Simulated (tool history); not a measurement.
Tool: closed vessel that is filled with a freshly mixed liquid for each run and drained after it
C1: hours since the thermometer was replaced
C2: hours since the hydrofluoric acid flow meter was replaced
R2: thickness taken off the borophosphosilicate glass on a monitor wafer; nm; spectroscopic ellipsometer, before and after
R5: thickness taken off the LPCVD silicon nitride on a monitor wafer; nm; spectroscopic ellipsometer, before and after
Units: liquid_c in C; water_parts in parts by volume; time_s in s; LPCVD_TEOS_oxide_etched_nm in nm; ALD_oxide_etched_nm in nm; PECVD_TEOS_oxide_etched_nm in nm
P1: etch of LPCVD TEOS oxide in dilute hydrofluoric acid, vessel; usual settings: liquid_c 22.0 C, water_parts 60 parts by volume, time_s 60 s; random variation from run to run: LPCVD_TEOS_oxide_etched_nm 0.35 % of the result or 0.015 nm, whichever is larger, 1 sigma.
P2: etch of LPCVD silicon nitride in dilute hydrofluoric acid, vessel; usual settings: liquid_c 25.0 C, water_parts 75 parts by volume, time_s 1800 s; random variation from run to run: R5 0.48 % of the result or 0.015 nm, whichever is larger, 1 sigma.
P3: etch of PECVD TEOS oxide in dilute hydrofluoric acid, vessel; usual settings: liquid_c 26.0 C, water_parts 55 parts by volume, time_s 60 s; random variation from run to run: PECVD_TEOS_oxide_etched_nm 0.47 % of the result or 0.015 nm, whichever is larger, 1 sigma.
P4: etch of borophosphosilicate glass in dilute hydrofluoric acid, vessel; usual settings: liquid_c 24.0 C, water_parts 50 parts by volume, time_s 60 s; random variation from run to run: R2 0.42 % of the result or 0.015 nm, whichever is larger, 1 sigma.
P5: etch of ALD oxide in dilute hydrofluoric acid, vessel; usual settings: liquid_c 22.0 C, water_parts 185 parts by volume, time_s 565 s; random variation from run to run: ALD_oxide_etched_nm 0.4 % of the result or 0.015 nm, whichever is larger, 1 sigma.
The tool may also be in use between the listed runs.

{"run": 1, "hour": 6.1, "process": "P1", "liquid_c": 22.0, "water_parts": 60, "time_s": 60, "C1": 604.0, "C2": 671.3, "LPCVD_TEOS_oxide_etched_nm": 27.867}
{"run": 2, "hour": 9.8, "process": "P4", "liquid_c": 24.0, "water_parts": 80, "time_s": 60, "C1": 607.7, "C2": 675.0, "R2": 48.094}
{"run": 3, "hour": 14.8, "process": "P5", "liquid_c": 22.0, "water_parts": 90, "time_s": 565, "C1": 612.7, "C2": 680.0, "ALD_oxide_etched_nm": 77.743}
{"run": 4, "hour": 19.8, "process": "P4", "liquid_c": 24.0, "water_parts": 50, "time_s": 30, "C1": 617.7, "C2": 685.0, "R2": 39.482}
{"run": 5, "hour": 26.3, "process": "P1", "liquid_c": 22.0, "water_parts": 60, "time_s": 60, "C1": 624.2, "C2": 691.5, "LPCVD_TEOS_oxide_etched_nm": 27.702}
{"run": 6, "hour": 30.4, "process": "P3", "liquid_c": 20.0, "water_parts": 55, "time_s": 60, "C1": 628.3, "C2": 695.6, "PECVD_TEOS_oxide_etched_nm": 8.3645}
{"run": 7, "hour": 36.1, "process": "P1", "liquid_c": 17.5, "water_parts": 60, "time_s": 60, "C1": 634.0, "C2": 701.3, "LPCVD_TEOS_oxide_etched_nm": 23.023}
{"run": 8, "hour": 41.8, "process": "P1", "liquid_c": 17.0, "water_parts": 20, "time_s": 60, "C1": 639.7, "C2": 707.0, "LPCVD_TEOS_oxide_etched_nm": 70.806}
{"run": 9, "hour": 46.5, "process": "P2", "liquid_c": 25.0, "water_parts": 75, "time_s": 1800, "C1": 644.4, "C2": 711.7, "R5": 11.981}
{"run": 10, "hour": 50.4, "process": "P2", "liquid_c": 29.0, "water_parts": 75, "time_s": 1800, "C1": 648.3, "C2": 715.6, "R5": 15.678}
{"run": 11, "hour": 54.5, "process": "P5", "liquid_c": 22.0, "water_parts": 185, "time_s": 850, "C1": 652.4, "C2": 719.7, "ALD_oxide_etched_nm": 51.274}
{"hour": 58.8, "done": "thermometer replaced"}
{"run": 12, "hour": 60.0, "process": "P5", "liquid_c": 22.0, "water_parts": 185, "time_s": 565, "C1": 1.2, "C2": 725.2, "ALD_oxide_etched_nm": 34.336}
{"run": 13, "hour": 65.1, "process": "P2", "liquid_c": 25.0, "water_parts": 135, "time_s": 1800, "C1": 6.3, "C2": 730.3, "R5": 6.7841}
{"run": 14, "hour": 71.7, "process": "P1", "liquid_c": 22.0, "water_parts": 60, "time_s": 110, "C1": 12.9, "C2": 736.9, "LPCVD_TEOS_oxide_etched_nm": 51.217}
{"run": 15, "hour": 77.3, "process": "P1", "liquid_c": 22.0, "water_parts": 60, "time_s": 30, "C1": 18.5, "C2": 742.5, "LPCVD_TEOS_oxide_etched_nm": 13.959}
{"run": 16, "hour": 81.0, "process": "P3", "liquid_c": 26.0, "water_parts": 55, "time_s": 60, "C1": 22.2, "C2": 746.2, "PECVD_TEOS_oxide_etched_nm": 10.768}
{"run": 17, "hour": 84.8, "process": "P1", "liquid_c": 22.0, "water_parts": 60, "time_s": 60, "C1": 26.0, "C2": 750.0, "LPCVD_TEOS_oxide_etched_nm": 27.823}
{"run": 18, "hour": 88.2, "process": "P4", "liquid_c": 18.0, "water_parts": 50, "time_s": 60, "C1": 29.4, "C2": 753.4, "R2": 61.422}
{"run": 19, "hour": 92.2, "process": "P3", "liquid_c": 26.0, "water_parts": 20, "time_s": 60, "C1": 33.4, "C2": 757.4, "PECVD_TEOS_oxide_etched_nm": 31.211}
{"run": 20, "hour": 97.1, "process": "P2", "liquid_c": 25.0, "water_parts": 75, "time_s": 1800, "C1": 38.3, "C2": 762.3, "R5": 12.087}
{"run": 21, "hour": 100.1, "process": "P4", "liquid_c": 24.0, "water_parts": 50, "time_s": 60, "C1": 41.3, "C2": 765.3, "R2": 79.732}

The next listed run, before its measurement:
{"run": 22, "hour": 105.7, "process": "P1", "liquid_c": 22.0, "water_parts": 20, "time_s": 60, "C1": 46.9, "C2": 770.9, "LPCVD_TEOS_oxide_etched_nm": "?"}

Run 22 gave LPCVD_TEOS_oxide_etched_nm 88.052 nm.

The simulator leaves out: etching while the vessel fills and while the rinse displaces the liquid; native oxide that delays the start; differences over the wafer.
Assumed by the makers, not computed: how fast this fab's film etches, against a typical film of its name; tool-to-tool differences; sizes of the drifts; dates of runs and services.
